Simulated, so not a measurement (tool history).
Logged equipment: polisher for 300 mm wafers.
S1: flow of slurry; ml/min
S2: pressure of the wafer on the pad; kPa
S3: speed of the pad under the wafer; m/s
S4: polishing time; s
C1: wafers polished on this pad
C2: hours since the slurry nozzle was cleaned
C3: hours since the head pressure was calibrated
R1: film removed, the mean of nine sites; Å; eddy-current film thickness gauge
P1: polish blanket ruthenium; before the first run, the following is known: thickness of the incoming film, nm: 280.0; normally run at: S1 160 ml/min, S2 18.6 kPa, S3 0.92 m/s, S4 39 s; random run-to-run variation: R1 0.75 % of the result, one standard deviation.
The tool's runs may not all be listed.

run 1 hour=10 | S1=160 S2=18.6 S3=0.92 S4=39 | C1=840 C2=581.4 C3=351.3 | R1=615.89
run 2 hour=22.5 | S1=160 S2=18.6 S3=1.26 S4=39 | C1=1035 C2=593.9 C3=363.8 | R1=833.85
run 3 hour=33.1 | S1=160 S2=18.6 S3=0.92 S4=56 | C1=1200 C2=604.5 C3=374.4 | R1=880.93
run 4 hour=47.3 | S1=160 S2=18.6 S3=0.56 S4=39 | C1=1421 C2=618.7 C3=388.6 | R1=370.19
run 5 hour=59 | S1=225 S2=18.6 S3=0.92 S4=39 | C1=1603 C2=630.4 C3=400.3 | R1=631.75
run 6 hour=70.1 | S1=105 S2=11 S3=0.92 S4=39 | C1=1776 C2=641.5 C3=411.4 | R1=329.6
run 7 hour=84.1 | S1=95 S2=18.6 S3=0.92 S4=39 | C1=1994 C2=655.5 C3=425.4 | R1=547.56
run 8 hour=98.4 | S1=160 S2=18.6 S3=0.92 S4=27 | C1=2217 C2=669.8 C3=439.7 | R1=417.11
run 9 hour=113.6 | S1=100 S2=18.6 S3=1.16 S4=39 | C1=2453 C2=685 C3=454.9 | R1=692.18
run 10 hour=125.3 | S1=160 S2=18.6 S3=0.92 S4=39 | C1=2636 C2=696.7 C3=466.6 | R1=607.03
run 11 hour=140.7 | S1=160 S2=18.6 S3=0.92 S4=39 | C1=2875 C2=712.1 C3=482 | R1=595.11
run 12 hour=147.8 | S1=160 S2=24.8 S3=0.92 S4=39 | C1=2986 C2=719.2 C3=489.1 | R1=810.1
run 13 hour=159 | S1=160 S2=18.6 S3=0.92 S4=39 | C1=3160 C2=730.4 C3=500.3 | R1=600.25
run 14 hour=172.7 | S1=245 S2=18.6 S3=1.14 S4=39 | C1=3374 C2=744.1 C3=514 | R1=792.87
run 15 hour=187.3 | S1=160 S2=8.3 S3=0.92 S4=39 | C1=3601 C2=758.7 C3=528.6 | R1=267.98
run 16 hour=200.8 | S1=160 S2=18.6 S3=0.92 S4=39 | C1=3811 C2=772.2 C3=542.1 | R1=601.94
run 17 hour=209.5 | S1=160 S2=18.6 S3=0.92 S4=39 | C1=3947 C2=780.9 C3=550.8 | R1=609.54
run 18 hour=224.5 | S1=160 S2=18.6 S3=0.92 S4=39 | C1=4181 C2=795.9 C3=565.8 | R1=577.36
run 19 hour=236.9 | S1=160 S2=18.6 S3=0.92 S4=39 | C1=4374 C2=808.3 C3=578.2 | R1=564.16

The next listed run, before its measurement:
run 20 hour=244.4 | S1=160 S2=18.6 S3=0.92 S4=39 | C1=4490 C2=815.8 C3=585.7 | R1=?

R1: 562.5 Å
